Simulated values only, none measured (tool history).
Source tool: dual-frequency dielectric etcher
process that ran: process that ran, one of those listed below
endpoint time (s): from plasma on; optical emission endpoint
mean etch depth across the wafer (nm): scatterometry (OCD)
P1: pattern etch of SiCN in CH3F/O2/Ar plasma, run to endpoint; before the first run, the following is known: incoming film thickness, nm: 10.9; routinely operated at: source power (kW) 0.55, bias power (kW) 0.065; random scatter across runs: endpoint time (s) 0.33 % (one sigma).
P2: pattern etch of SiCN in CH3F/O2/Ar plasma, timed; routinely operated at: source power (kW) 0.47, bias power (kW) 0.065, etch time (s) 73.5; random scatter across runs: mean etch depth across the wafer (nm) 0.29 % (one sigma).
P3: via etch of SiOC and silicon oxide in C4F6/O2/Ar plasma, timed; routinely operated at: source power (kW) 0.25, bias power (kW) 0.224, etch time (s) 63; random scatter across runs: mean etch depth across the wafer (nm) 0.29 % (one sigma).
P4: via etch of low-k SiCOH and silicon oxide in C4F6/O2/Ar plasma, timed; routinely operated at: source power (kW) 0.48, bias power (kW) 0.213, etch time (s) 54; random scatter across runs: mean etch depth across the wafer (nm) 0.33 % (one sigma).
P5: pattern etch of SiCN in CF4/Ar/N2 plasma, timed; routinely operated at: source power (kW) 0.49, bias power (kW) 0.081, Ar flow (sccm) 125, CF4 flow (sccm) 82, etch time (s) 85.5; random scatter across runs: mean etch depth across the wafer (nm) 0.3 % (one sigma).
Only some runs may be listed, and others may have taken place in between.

run   hour  process that ran  source power (kW)  bias power (kW)  etch time (s)  Ar flow (sccm)  CF4 flow (sccm)  hours since the last wet clean  hours since the last source power generator calibration  hours since the last bias power generator calibration  endpoint time (s)  mean etch depth across the wafer (nm)
  1   13.8                P1               0.55            0.065                                                                            79.8                                                   1184.7                                                 1156.8             26.358
  2   28.4                P3               0.25            0.224           36.5                                                             94.4                                                   1199.3                                                 1171.4                                                    37.381
  3   37.4                P1               0.55            0.065                                                                           103.4                                                   1208.3                                                 1180.4             26.372
  4   47.5                P1               0.55            0.087                                                                           113.5                                                   1218.4                                                 1190.5             23.879
  5   60.9                P3                0.3            0.224             63                                                            126.9                                                   1231.8                                                 1203.9                                                    69.019
  6   75.7                P2               0.47            0.065             47                                                            141.7                                                   1246.6                                                 1218.7                                                    17.765
  7   84.2                P2               0.47            0.065           73.5                                                            150.2                                                   1255.1                                                 1227.2                                                    27.922
  8   92.2                P5               0.49            0.081           85.5             125               82                           158.2                                                   1263.1                                                 1235.2                                                    85.452
  9  104.4                P1               0.55            0.065                                                                           170.4                                                   1275.3                                                 1247.4             26.474
 10  120.8                P3               0.25            0.143             63                                                            186.8                                                   1291.7                                                 1263.8                                                     55.41
 11  136.7                P1               0.55            0.065                                                                           202.7                                                   1307.6                                                 1279.7              26.46
 12  152.9                P4               0.48            0.213             54                                                            218.9                                                   1323.8                                                 1295.9                                                    159.02
 13  163.1                P5               0.49            0.057           85.5             125               82                           229.1                                                     1334                                                 1306.1                                                    75.273
 14  180.1                P1               0.73            0.065                                                                           246.1                                                     1351                                                 1323.1             23.655
 15  188.5                P1               0.41            0.077                                                                           254.5                                                   1359.4                                                 1331.5             27.792
 16    205                P5               0.49            0.081           85.5             125               64                             271                                                   1375.9                                                   1348                                                    82.419
 17  213.6                P5               0.49            0.081           85.5             125               82                           279.6                                                   1384.5                                                 1356.6                                                    85.141
 18  229.4                P2               0.47            0.049           73.5                                                            295.4                                                   1400.3                                                 1372.4                                                    25.266
 19    242                P1               0.68            0.045                                                                             308                                                   1412.9                                                   1385               27.4
 20  253.2                P4               0.48            0.299             54                                                            319.2                                                   1424.1                                                 1396.2                                                    178.66
 21  269.3                P5               0.49            0.081           85.5             166               82                           335.3                                                   1440.2                                                 1412.3                                                    81.142
 22    286                P5               0.49            0.081            114             125               82                             352                                                   1456.9                                                   1429                                                    113.69
 23  301.4                P1               0.55            0.065                                                                           367.4                                                   1472.3                                                 1444.4             26.378
 24  315.1                P4               0.39            0.213             54                                                            381.1                                                     1486                                                 1458.1                                                    146.06
 25  323.7                P2               0.38            0.065           73.5                                                            389.7                                                   1494.6                                                 1466.7                                                    25.587
 26  333.9                P4               0.48            0.213             54                                                            399.9                                                   1504.8                                                 1476.9                                                    159.31
 27  348.9                P3               0.25            0.224             63                                                            414.9                                                   1519.8                                                 1491.9                                                    64.121
 28  361.4                P1               0.55            0.042                                                                           427.4                                                   1532.3                                                 1504.4             30.327
 29  377.8                P4               0.48            0.213             35                                                            443.8                                                   1548.7                                                 1520.8                                                    103.03
 30  391.1                P5               0.58            0.081           85.5             125               82                           457.1                                                     1562                                                 1534.1                                                    98.396
 31  407.3                P1               0.39            0.065                                                                           473.3                                                   1578.2                                                 1550.3             30.118
 32    422                P1                0.7            0.043                                                                             488                                                   1592.9                                                   1565             27.308
 33    435                P1               0.55            0.065                                                                             501                                                   1605.9                                                   1578             26.466
 34  453.4                P1               0.55            0.065                                                                           519.4                                                   1624.3                                                 1596.4             26.173
 35  469.1                P1               0.55            0.065                                                                           535.1                                                     1640                                                 1612.1             26.188
 36  485.8                P1               0.55            0.065                                                                           551.8                                                   1656.7                                                 1628.8             26.044

For run 37, what comes out?
 37  497.4                P1               0.55            0.065                                                                           563.4                                                   1668.3                                                 1640.4                  ?

{"run 37": {"endpoint time (s)": 25.949}}
